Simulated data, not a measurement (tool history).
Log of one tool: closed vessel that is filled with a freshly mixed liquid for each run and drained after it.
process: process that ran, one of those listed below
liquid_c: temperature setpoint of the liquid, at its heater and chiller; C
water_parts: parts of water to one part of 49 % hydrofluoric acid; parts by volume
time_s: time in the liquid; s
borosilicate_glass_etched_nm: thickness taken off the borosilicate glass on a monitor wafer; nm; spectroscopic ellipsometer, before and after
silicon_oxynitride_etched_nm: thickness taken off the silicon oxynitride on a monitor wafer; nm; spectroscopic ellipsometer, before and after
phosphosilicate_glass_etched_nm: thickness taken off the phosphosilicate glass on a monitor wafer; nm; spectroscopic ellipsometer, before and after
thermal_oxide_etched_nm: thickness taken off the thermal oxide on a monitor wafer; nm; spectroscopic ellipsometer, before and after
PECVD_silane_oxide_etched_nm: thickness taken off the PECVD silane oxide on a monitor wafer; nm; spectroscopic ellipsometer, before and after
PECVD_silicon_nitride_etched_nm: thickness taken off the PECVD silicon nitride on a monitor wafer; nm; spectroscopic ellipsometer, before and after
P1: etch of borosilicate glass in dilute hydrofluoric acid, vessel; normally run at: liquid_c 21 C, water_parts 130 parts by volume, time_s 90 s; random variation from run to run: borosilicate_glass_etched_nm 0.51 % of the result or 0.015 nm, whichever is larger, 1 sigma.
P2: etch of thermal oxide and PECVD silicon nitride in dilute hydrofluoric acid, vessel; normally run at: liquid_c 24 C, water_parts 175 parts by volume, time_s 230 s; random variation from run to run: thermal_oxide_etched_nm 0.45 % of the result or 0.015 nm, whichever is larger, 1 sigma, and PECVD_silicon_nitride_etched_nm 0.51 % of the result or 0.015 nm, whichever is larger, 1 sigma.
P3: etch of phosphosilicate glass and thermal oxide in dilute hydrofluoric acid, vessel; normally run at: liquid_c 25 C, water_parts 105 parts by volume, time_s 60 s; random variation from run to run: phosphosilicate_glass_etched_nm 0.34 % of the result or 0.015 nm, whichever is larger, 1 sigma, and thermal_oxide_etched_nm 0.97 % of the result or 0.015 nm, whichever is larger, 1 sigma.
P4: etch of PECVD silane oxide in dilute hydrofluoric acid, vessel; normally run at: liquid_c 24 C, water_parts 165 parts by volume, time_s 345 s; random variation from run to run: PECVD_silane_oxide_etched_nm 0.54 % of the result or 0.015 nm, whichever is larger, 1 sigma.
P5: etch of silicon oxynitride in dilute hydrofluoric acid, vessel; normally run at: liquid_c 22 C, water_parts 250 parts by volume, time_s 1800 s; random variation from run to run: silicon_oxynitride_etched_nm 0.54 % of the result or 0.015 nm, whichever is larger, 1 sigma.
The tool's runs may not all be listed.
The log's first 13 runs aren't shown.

run,day,process,liquid_c,water_parts,time_s,borosilicate_glass_etched_nm,silicon_oxynitride_etched_nm,phosphosilicate_glass_etched_nm,thermal_oxide_etched_nm,PECVD_silane_oxide_etched_nm,PECVD_silicon_nitride_etched_nm
14,7.408,P1,21,130,90,16.451,,,,,
15,8.025,P2,17,175,230,,,,4.1845,,2.5959
16,8.783,P2,24,175,110,,,,2.6237,,1.9728
17,9.375,P1,21,130,90,16.19,,,,,
18,9.75,P3,25,105,60,,,38.679,2.6745,,
19,10.104,P2,24,275,230,,,,3.128,,2.6638
20,10.796,P4,24,60,345,,,,,98.443,
21,11.404,P4,24,165,345,,,,,31.371,
22,11.775,P1,21,225,90,8.5322,,,,,
23,12.321,P1,21,130,90,16.399,,,,,
24,12.975,P4,20,165,345,,,,,26.938,
25,13.642,P3,25,30,60,,,149.38,10.596,,
26,14.096,P5,22,250,1800,,8.4209,,,,
27,14.462,P1,21,225,45,4.2864,,,,,

The next listed run, before its measurement:
28,15.054,P2,24,175,230,,,,?,,?

Run 28 gave thermal_oxide_etched_nm 5.418 nm, PECVD_silicon_nitride_etched_nm 4.151 nm.
